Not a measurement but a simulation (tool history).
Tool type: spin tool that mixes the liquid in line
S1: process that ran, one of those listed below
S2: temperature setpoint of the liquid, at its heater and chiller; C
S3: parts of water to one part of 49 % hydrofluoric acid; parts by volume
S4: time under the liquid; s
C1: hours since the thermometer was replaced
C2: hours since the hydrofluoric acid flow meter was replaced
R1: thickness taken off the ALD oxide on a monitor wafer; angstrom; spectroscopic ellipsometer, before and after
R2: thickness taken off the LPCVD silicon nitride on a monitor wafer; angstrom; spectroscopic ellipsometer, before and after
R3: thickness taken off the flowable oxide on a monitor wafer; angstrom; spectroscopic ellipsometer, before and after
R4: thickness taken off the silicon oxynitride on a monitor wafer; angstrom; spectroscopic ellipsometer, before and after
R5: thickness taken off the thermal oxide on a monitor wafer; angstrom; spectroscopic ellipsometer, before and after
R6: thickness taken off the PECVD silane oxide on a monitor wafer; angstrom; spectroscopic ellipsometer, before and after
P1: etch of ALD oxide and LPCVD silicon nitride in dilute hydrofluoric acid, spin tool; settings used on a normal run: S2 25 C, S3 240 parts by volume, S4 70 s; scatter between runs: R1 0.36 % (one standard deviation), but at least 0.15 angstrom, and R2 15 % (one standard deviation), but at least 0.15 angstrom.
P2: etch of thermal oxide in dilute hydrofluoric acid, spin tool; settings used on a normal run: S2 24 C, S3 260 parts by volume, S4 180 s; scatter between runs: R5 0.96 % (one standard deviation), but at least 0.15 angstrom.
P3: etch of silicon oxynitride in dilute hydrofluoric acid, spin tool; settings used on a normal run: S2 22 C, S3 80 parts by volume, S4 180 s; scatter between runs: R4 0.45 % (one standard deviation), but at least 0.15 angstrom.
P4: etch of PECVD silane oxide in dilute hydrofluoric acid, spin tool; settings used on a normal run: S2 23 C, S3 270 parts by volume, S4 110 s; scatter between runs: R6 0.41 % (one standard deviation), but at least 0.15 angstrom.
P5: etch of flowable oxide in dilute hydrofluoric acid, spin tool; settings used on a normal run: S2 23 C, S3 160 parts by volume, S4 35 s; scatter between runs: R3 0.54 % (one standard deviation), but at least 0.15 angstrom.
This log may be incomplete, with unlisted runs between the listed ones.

run    day  S1    S2   S3   S4     C1      C2      R1       R2      R3      R4      R5      R6
  1  0.212  P1    25  240   70  883.5  1666.4  61.372   1.7789
  2  0.425  P5    23  160   15  888.6  1671.5                   32.551
  3  0.579  P3    22   80  180  892.3  1675.2                           86.058
  4  0.692  P1    25  240   70    895  1677.9  61.449   1.4513
  5  0.846  P1    25  240   70  898.7  1681.6   61.35  0.92003
  6  1.025  P1    25  240  120    903  1685.9  105.19   2.9741
     1.058  -- thermometer replaced
  7   1.25  P1    25  240   70    4.7  1691.3  61.555   1.5456
  8  1.458  P5  30.5  160   35    9.7  1696.3                   99.872
  9  1.654  P2    24  260  180   14.4    1701                                   28.598
 10  1.838  P4    17  270  110   18.8  1705.4                                           109.37
 11  1.971  P3    22  145  180     22  1708.6                           45.007
 12  2.075  P2    24  260   15   24.5  1711.1                                   2.5369
 13    2.3  P1    25  435   70   29.9  1716.5  28.245  0.89007
 14    2.5  P5    23  225   35   34.7  1721.3                   50.194
 15  2.712  P2  17.5  260  180   39.8  1726.4                                   22.422
 16    2.9  P1    29  240   70   44.3  1730.9  70.055   1.4851
 17  3.058  P2    24   45  180   48.1  1734.7                                   208.47
 18  3.188  P3    17   80  180   51.2  1737.8                           66.992
 19  3.342  P4    23  270  110   54.9  1741.5                                           136.37
 20  3.508  P1    25  240   30   58.9  1745.5   26.36  0.19139
 21  3.721  P4    23  270   60     64  1750.6                                           74.839
 22  3.879  P1  30.5  240  130   67.8  1754.4  138.48   3.7082

Expected results for the next run?
 23  4.054  P1  25  240  70  72  1758.6   ?   ?

Logged for run 23: R1 62.083 angstrom, R2 1.4508 angstrom.
